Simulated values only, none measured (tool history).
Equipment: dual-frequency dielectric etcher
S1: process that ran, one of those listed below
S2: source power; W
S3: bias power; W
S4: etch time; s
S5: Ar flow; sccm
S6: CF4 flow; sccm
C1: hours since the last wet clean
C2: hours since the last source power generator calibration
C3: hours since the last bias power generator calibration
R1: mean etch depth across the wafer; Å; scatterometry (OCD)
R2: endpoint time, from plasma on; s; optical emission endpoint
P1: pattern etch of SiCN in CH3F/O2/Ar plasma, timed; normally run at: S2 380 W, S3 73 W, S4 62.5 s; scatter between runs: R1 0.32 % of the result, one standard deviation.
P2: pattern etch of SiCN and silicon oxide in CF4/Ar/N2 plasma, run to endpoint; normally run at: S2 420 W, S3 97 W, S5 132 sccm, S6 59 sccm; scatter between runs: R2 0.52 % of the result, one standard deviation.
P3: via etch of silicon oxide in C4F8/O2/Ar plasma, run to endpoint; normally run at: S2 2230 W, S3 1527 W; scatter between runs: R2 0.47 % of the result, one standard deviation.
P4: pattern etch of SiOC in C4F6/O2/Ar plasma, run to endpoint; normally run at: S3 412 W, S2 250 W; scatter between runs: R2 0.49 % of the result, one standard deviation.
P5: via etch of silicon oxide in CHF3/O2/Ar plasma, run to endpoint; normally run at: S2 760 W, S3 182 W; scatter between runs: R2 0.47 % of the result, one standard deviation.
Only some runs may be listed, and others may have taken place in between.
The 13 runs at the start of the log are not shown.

run	hour	S1	S2	S3	S4	S5	S6	C1	C2	C3	R1	R2
14	51.4	P5	760	182				12.3	2207.9	10.0		201.050
15	56.8	P1	380	73	62.5			17.7	2213.3	15.4	231.13	
16	60.4	P4	300	412				21.3	2216.9	19.0		22.205
17	63.3	P1	380	88	62.5			24.2	2219.8	21.9	245.99	
18	67.6	P5	760	109				28.5	2224.1	26.2		236.310
19	70.9	P3	3160	1527				31.8	2227.4	29.5		218.010
20	76.8	P1	380	93	76.0			37.7	2233.3	35.4	304.58	
21	81.1	P4	250	412				42.0	2237.6	39.7		23.674
22	85.0	P1	300	73	62.5			45.9	2241.5	43.6	209.66	
23	90.4	P3	2230	959				51.3	2246.9	49.0		284.720
24	93.9	P4	250	283				54.8	2250.4	52.5		27.201
25	98.4	P5	760	182				59.3	2254.9	57.0		200.010
26	102.2	P2	320	97		132	59	63.1	2258.7	60.8		23.365
27	105.3	P1	380	73	62.5			66.2	2261.8	63.9	230.04	

For run 28, what comes out?
28	108.9	P1	380	50	62.5			69.8	2265.4	67.5	?	

For run 28 the tool returned R1 202.68 Å.
